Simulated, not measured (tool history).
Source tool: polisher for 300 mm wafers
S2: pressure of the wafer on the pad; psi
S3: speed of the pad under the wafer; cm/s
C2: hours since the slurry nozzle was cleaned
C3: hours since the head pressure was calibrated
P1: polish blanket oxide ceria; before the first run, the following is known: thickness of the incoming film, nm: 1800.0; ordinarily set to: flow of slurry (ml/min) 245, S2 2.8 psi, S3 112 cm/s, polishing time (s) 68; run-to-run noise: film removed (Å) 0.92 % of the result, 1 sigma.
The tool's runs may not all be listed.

Run 1, hour 16.8: flow of slurry (ml/min) 245, S2 2.8 psi, S3 112 cm/s, polishing time (s) 68; wafers polished on this pad 465; C2 209.3; C3 365.2. Result: film removed (Å) 3225.9.
At hour 27.9: slurry nozzle cleaned.
Run 2, hour 28.0: flow of slurry (ml/min) 145, S2 2.8 psi, S3 112 cm/s, polishing time (s) 68; wafers polished on this pad 597; C2 0.2; C3 376.4. Result: film removed (Å) 2936.7.
Run 3, hour 38.9: flow of slurry (ml/min) 245, S2 1.9 psi, S3 112 cm/s, polishing time (s) 68; wafers polished on this pad 726; C2 11.1; C3 387.3. Result: film removed (Å) 2144.0.
Run 4, hour 49.7: flow of slurry (ml/min) 245, S2 2.8 psi, S3 112 cm/s, polishing time (s) 102; wafers polished on this pad 853; C2 21.9; C3 398.1. Result: film removed (Å) 4771.8.
Run 5, hour 60.5: flow of slurry (ml/min) 245, S2 2.8 psi, S3 112 cm/s, polishing time (s) 68; wafers polished on this pad 981; C2 32.7; C3 408.9. Result: film removed (Å) 3140.5.
Run 6, hour 76.5: flow of slurry (ml/min) 245, S2 2.8 psi, S3 52 cm/s, polishing time (s) 52; wafers polished on this pad 1169; C2 48.7; C3 424.9. Result: film removed (Å) 1117.3.
Run 7, hour 90.5: flow of slurry (ml/min) 245, S2 4.4 psi, S3 112 cm/s, polishing time (s) 68; wafers polished on this pad 1335; C2 62.7; C3 438.9. Result: film removed (Å) 4956.7.
Run 8, hour 99.2: flow of slurry (ml/min) 245, S2 2.8 psi, S3 68 cm/s, polishing time (s) 88; wafers polished on this pad 1437; C2 71.4; C3 447.6. Result: film removed (Å) 2463.1.
Run 9, hour 111.4: flow of slurry (ml/min) 245, S2 2.8 psi, S3 168 cm/s, polishing time (s) 68; wafers polished on this pad 1581; C2 83.6; C3 459.8. Result: film removed (Å) 4701.6.
Run 10, hour 129.6: flow of slurry (ml/min) 245, S2 2.8 psi, S3 56 cm/s, polishing time (s) 68; wafers polished on this pad 1796; C2 101.8; C3 478.0. Result: film removed (Å) 1583.9.
Run 11, hour 138.5: flow of slurry (ml/min) 245, S2 2.8 psi, S3 112 cm/s, polishing time (s) 68; wafers polished on this pad 1901; C2 110.7; C3 486.9. Result: film removed (Å) 3119.2.
Run 12, hour 155.5: flow of slurry (ml/min) 245, S2 2.8 psi, S3 112 cm/s, polishing time (s) 68; wafers polished on this pad 2101; C2 127.7; C3 503.9. Result: film removed (Å) 3143.5.
Run 13, hour 170.7: flow of slurry (ml/min) 160, S2 2.8 psi, S3 112 cm/s, polishing time (s) 48; wafers polished on this pad 2281; C2 142.9; C3 519.1. Result: film removed (Å) 2094.3.
Run 14, hour 181.6: flow of slurry (ml/min) 245, S2 2.8 psi, S3 112 cm/s, polishing time (s) 36; wafers polished on this pad 2409; C2 153.8; C3 530.0. Result: film removed (Å) 1668.4.
Run 15, hour 196.1: flow of slurry (ml/min) 380, S2 2.8 psi, S3 112 cm/s, polishing time (s) 68; wafers polished on this pad 2580; C2 168.3; C3 544.5. Result: film removed (Å) 3353.0.
Run 16, hour 214.7: flow of slurry (ml/min) 245, S2 2.8 psi, S3 112 cm/s, polishing time (s) 68; wafers polished on this pad 2800; C2 186.9; C3 563.1. Result: film removed (Å) 3134.8.
Run 17, hour 228.4: flow of slurry (ml/min) 245, S2 2.8 psi, S3 112 cm/s, polishing time (s) 68; wafers polished on this pad 2962; C2 200.6; C3 576.8. Result: film removed (Å) 3082.0.
Run 18, hour 239.2: flow of slurry (ml/min) 245, S2 2.8 psi, S3 112 cm/s, polishing time (s) 68; wafers polished on this pad 3089; C2 211.4; C3 587.6. Result: film removed (Å) 3028.7.
At hour 250.6: head pressure recalibrated.
Run 19, hour 257.6: flow of slurry (ml/min) 245, S2 2.8 psi, S3 112 cm/s, polishing time (s) 68; wafers polished on this pad 3306; C2 229.8; C3 7.1. Result: film removed (Å) 2994.7.
Run 20, hour 274.6: flow of slurry (ml/min) 245, S2 2.8 psi, S3 112 cm/s, polishing time (s) 68; wafers polished on this pad 3507; C2 246.8; C3 24.1. Result: film removed (Å) 2973.8.
Run 21, hour 288.1: flow of slurry (ml/min) 245, S2 2.8 psi, S3 112 cm/s, polishing time (s) 68; wafers polished on this pad 3666; C2 260.3; C3 37.6. Result: film removed (Å) 2945.2.
Run 22, hour 300.1: flow of slurry (ml/min) 245, S2 2.8 psi, S3 112 cm/s, polishing time (s) 68; wafers polished on this pad 3807; C2 272.3; C3 49.6. Result: film removed (Å) 3045.4.

P1 no longer gives what it gave before; its output has crept away from where it was. The following 2 causes, each at its listed size, fit the log equally well:
A: removal rate lost through wear of the pad, % = 5.46
B: slurry flow missing at the pad, % = 34.2
The gradual shift began around hour 214.7.
Every other cause this tool's parts could produce, and why it does not fit the log:
head's pressure below its setpoint, %: was serviced at hour 250.6, once the creep was under way, yet the earlier output never came back

Which of the check runs below tells the causes apart, meaning the causes would give it clearly different results? Each run uses 5 wafers whose results are averaged, and each result is shown as a question mark.
Run check 1, hour 312.1: flow of slurry (ml/min) 245, S2 2.8 psi, S3 72 cm/s, polishing time (s) 68. Result: film removed (Å) ?.
Run check 2, hour 312.1: flow of slurry (ml/min) 245, S2 2.8 psi, S3 68 cm/s, polishing time (s) 68. Result: film removed (Å) ?.
Run check 3, hour 312.1: flow of slurry (ml/min) 245, S2 2.8 psi, S3 88 cm/s, polishing time (s) 83. Result: film removed (Å) ?.
Run check 4, hour 312.1: flow of slurry (ml/min) 145, S2 2.8 psi, S3 88 cm/s, polishing time (s) 68. Result: film removed (Å) ?.

What every check run would give for each of its results, assuming each possible cause in turn:
  check            result    if A    if B
check 1  film removed (Å)  1912.4  1912.3
check 2  film removed (Å)  1806.1  1806.1
check 3  film removed (Å)  2853.0  2852.8
check 4  film removed (Å)  2170.1  2095.7
How far apart the two closest causes lie, in the result that separates them most: check 1 0 %; check 2 0 %; check 3 0 %; check 4 3.49 %
Of the check runs offered, only check 4 discriminates between the causes; the rest would read about the same regardless of which cause applies.

Here is what check 4 returned: film removed (Å) 2176.3. Which cause is it?

The cause is A: removal rate lost through wear of the pad, %.
